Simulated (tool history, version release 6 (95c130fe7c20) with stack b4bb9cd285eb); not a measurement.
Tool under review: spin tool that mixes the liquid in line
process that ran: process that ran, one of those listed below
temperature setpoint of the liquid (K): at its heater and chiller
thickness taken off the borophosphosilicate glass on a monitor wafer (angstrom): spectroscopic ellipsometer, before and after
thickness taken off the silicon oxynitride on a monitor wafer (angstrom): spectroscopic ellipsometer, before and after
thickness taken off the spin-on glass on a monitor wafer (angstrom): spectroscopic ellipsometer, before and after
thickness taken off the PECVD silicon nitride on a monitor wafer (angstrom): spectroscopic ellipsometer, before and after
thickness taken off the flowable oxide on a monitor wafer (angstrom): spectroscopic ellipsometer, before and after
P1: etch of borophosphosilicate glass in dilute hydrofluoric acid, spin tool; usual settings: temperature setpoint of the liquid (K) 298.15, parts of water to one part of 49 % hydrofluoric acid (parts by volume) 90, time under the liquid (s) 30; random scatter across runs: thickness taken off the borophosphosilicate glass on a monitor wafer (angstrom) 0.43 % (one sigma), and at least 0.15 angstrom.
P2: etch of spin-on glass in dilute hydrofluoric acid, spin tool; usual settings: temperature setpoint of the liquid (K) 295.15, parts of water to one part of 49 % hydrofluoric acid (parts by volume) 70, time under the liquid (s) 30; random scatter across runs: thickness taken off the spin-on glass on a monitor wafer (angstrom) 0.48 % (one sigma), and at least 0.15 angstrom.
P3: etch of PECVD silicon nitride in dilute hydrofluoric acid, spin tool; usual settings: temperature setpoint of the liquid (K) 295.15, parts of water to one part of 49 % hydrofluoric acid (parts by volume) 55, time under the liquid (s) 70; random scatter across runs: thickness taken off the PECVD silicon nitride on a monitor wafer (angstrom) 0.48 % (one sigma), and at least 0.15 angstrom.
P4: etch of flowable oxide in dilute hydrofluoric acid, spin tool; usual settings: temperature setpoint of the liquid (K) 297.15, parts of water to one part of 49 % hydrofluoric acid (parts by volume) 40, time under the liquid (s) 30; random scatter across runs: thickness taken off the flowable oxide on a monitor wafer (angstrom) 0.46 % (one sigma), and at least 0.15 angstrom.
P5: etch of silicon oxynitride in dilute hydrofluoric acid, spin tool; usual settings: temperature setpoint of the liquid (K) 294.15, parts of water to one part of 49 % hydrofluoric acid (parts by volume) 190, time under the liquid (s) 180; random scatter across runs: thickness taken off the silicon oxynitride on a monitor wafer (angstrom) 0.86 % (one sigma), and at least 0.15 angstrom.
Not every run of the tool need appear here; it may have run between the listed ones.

run	day	process that ran	temperature setpoint of the liquid (K)	parts of water to one part of 49 % hydrofluoric acid (parts by volume)	time under the liquid (s)	thickness taken off the borophosphosilicate glass on a monitor wafer (angstrom)	thickness taken off the silicon oxynitride on a monitor wafer (angstrom)	thickness taken off the spin-on glass on a monitor wafer (angstrom)	thickness taken off the PECVD silicon nitride on a monitor wafer (angstrom)	thickness taken off the flowable oxide on a monitor wafer (angstrom)
1	0.196	P1	298.15	90	30	232.050				
2	0.300	P1	298.15	135	15	72.766				
3	0.417	P1	298.15	90	65	500.770				
4	0.521	P1	293.15	90	30	189.740				
5	0.683	P1	298.15	90	30	230.930				
6	0.825	P1	298.15	155	30	124.050				
7	1.017	P5	294.15	345	180		12.522			
8	1.150	P2	290.15	70	30			135.16		
9	1.254	P3	295.15	90	70				27.832	
10	1.400	P2	295.15	70	30			166.78		
11	1.492	P5	294.15	190	180		25.196			
12	1.662	P1	298.15	90	15	115.840				
13	1.758	P5	294.15	190	80		10.817			
14	1.904	P4	297.15	40	30					355.07
15	2.004	P1	305.15	25	30	1197.400				
16	2.117	P1	298.15	90	30	233.090				
17	2.221	P3	300.15	55	70				62.741	
18	2.412	P2	295.15	100	30			112.68		
19	2.608	P5	300.15	190	180		32.458			
20	2.700	P4	297.15	25	30					576.07
21	2.825	P3	295.15	55	70				45.430	
22	2.925	P4	297.15	40	30					348.92
23	3.025	P1	298.15	90	30	231.890				
24	3.171	P4	292.15	40	30					284.90
25	3.275	P4	297.15	40	65					766.16
26	3.425	P1	298.15	35	30	638.630				

The next listed run, before its measurement:
27	3.512	P3	295.15	55	70				?	

{"run 27": {"thickness taken off the PECVD silicon nitride on a monitor wafer (angstrom)": 45.133}}
